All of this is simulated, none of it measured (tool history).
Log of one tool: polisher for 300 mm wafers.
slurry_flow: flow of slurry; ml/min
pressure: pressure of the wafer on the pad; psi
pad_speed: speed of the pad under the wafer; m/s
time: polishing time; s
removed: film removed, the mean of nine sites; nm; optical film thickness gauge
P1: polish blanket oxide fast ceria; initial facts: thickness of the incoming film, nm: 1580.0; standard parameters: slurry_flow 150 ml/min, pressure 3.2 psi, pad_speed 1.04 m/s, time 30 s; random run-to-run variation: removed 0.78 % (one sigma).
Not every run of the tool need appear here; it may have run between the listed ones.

run	hour	slurry_flow	pressure	pad_speed	time	wafers polished on this pad	hours since the slurry nozzle was cleaned	hours since the head pressure was calibrated	removed
1	9.4	150	3.2	1.04	30	584	296.6	649.7	679.99
2	27.0	210	3.2	1.04	30	828	314.2	667.3	705.84
3	37.2	150	3.2	1.04	30	970	324.4	677.5	668.03
4	52.7	150	3.2	1.04	37	1185	339.9	693.0	828.02
5	68.1	150	3.2	0.46	30	1399	355.3	708.4	294.45
6	77.4	150	3.2	1.04	14	1528	364.6	717.7	307.65
7	86.1	150	3.2	1.44	30	1649	373.3	726.4	936.25
8	99.8	90	3.2	1.04	30	1839	387.0	740.1	609.50
9	116.3	150	1.4	1.04	30	2069	403.5	756.6	287.39
# hour 118.9: worn pad replaced by a new one
10	133.3	150	3.2	1.04	30	200	420.5	773.6	678.88
11	146.3	150	4.3	1.04	30	380	433.5	786.6	898.41
12	157.1	150	3.2	1.04	30	530	444.3	797.4	658.76

Run 13, settings as shown, results not yet in. Your forecast:
13	173.4	205	4.6	1.04	30	757	460.6	813.7	?

{"run 13": {"removed": 1007.2}}

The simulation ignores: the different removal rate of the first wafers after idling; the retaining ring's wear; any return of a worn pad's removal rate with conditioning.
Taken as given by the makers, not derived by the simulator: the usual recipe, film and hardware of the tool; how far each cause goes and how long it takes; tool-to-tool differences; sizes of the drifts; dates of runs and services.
